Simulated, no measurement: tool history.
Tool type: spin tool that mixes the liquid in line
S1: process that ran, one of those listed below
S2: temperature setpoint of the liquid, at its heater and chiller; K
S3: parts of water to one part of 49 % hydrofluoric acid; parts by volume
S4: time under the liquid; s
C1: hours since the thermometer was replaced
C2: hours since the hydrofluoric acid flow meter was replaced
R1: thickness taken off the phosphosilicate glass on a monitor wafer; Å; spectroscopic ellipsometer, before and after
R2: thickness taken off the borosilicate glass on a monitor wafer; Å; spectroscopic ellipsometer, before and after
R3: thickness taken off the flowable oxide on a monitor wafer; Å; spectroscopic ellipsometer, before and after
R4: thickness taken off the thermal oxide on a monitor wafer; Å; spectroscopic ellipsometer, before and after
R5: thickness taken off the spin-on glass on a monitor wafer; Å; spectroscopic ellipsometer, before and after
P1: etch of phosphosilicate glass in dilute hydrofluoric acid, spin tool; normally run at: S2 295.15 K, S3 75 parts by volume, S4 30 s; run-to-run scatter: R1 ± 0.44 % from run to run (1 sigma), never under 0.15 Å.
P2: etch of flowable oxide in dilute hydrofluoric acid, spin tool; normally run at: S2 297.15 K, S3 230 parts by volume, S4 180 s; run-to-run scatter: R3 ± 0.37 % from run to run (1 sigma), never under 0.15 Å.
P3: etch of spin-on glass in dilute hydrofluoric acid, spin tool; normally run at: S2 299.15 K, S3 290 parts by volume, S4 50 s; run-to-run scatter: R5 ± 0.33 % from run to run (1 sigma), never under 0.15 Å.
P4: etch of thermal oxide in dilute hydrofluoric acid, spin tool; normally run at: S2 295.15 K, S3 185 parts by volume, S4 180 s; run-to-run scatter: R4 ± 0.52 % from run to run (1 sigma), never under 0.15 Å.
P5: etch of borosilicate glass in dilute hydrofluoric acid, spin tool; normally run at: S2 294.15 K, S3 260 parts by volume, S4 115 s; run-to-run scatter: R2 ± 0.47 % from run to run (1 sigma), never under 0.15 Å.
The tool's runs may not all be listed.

run	hour	S1	S2	S3	S4	C1	C2	R1	R2	R3	R4	R5
1	17.5	P1	295.15	75	30	778.0	566.2	548.86				
2	36.4	P5	294.15	90	115	796.9	585.1		192.440			
3	54.6	P2	297.15	80	180	815.1	603.3			812.47		
4	66.2	P1	295.15	75	55	826.7	614.9	1013.80				
5	83.6	P1	295.15	75	30	844.1	632.3	548.12				
6	100.9	P1	295.15	115	60	861.4	649.6	685.66				
7	120.3	P4	295.15	70	180	880.8	669.0				114.730	
8	130.3	P1	290.15	75	30	890.8	679.0	449.18				
9	143.2	P3	299.15	290	15	903.7	691.9					29.052
10	153.3	P5	290.15	260	115	913.8	702.0		47.902			
11	161.9	P3	299.15	290	50	922.4	710.6					97.185
12	171.5	P5	294.15	260	115	932.0	720.2		55.516			
13	187.5	P4	295.15	185	15	948.0	736.2				3.284	
14	205.9	P2	301.15	230	180	966.4	754.6			275.53		
15	218.9	P2	297.15	230	180	979.4	767.6			237.52		
16	231.7	P1	290.15	75	50	992.2	780.4	739.23				
17	250.3	P1	303.15	40	30	1010.8	799.0	1497.40				
18	263.1	P4	295.15	185	180	1023.6	811.8				38.399	
19	279.0	P1	295.15	105	30	1039.5	827.7	384.32				
20	295.6	P3	306.65	290	50	1056.1	844.3					123.980
21	310.8	P1	295.15	75	15	1071.3	859.5	277.59				
22	326.9	P5	294.15	260	115	1087.4	875.6		55.885			
23	336.0	P3	299.15	140	50	1096.5	884.7					236.440
24	348.2	P5	294.15	260	180	1108.7	896.9		88.074			
25	357.6	P4	301.65	185	180	1118.1	906.3				49.224	
26	374.9	P1	295.15	75	30	1135.4	923.6	552.45				
27	392.7	P2	297.15	230	300	1153.2	941.4			396.79		
28	402.0	P1	295.15	75	30	1162.5	950.7	553.03				
29	417.2	P3	299.15	290	50	1177.7	965.9					96.861
30	427.0	P1	299.15	75	30	1187.5	975.7	654.45				
31	444.4	P1	295.15	20	30	1204.9	993.1	2218.30				
32	463.7	P1	295.15	75	30	1224.2	1012.4	555.64				
33	482.5	P1	295.15	75	30	1243.0	1031.2	554.64				
34	491.3	P1	295.15	75	30	1251.8	1040.0	554.61				
35	509.8	P1	295.15	75	30	1270.3	1058.5	572.97				
36	521.6	P1	295.15	75	30	1282.1	1070.3	581.92				
37	530.2	P1	295.15	75	30	1290.7	1078.9	586.72				
38	544.4	P1	295.15	75	30	1304.9	1093.1	588.39				
39	554.5	P1	295.15	75	30	1315.0	1103.2	583.28				
40	567.4	P1	295.15	75	30	1327.9	1116.1	593.62				
41	578.8	P1	295.15	75	30	1339.3	1127.5	597.07				
42	596.1	P1	295.15	75	30	1356.6	1144.8	594.66				
43	612.3	P1	295.15	75	30	1372.8	1161.0	595.72				
44	623.0	P1	295.15	75	30	1383.5	1171.7	598.92				

What P1 gives has crept off from where it sat before. The 2 causes that follow fit the log equally well, each at the size noted:
A: liquid hotter than its thermometer reads (K) = 1.85
B: hydrofluoric acid flow above the setpoint (%) = 7.15
The creep began at about hour 491.3.

Which of the 4 check runs listed below separates the causes, so that each cause would produce a clearly different result? Each run uses one wafer, and its results are marked with question marks.
check 1	633.7	P2	297.15	100	285					?		
check 2	633.7	P5	294.15	90	115				?			
check 3	633.7	P3	306.15	290	50							?
check 4	633.7	P4	295.15	85	180						?	

Expected result of each check under each candidate cause:
check	result	if A	if B
check 1	R3	1078.10	1083.00
check 2	R2	207.400	207.590
check 3	R5	128.520	133.090
check 4	R4	100.600	100.710
How far apart the two closest causes lie, in the result that separates them most: check 1 0.46 %; check 2 0.09 %; check 3 3.5 %; check 4 0.11 %
Check 3 is the one run that separates the causes; every other check would come out nearly the same whichever cause is at work.

After running check 3, the following was obtained: R5 128.130 Å. Which cause does this point to?

A is the cause: liquid hotter than its thermometer reads (K).
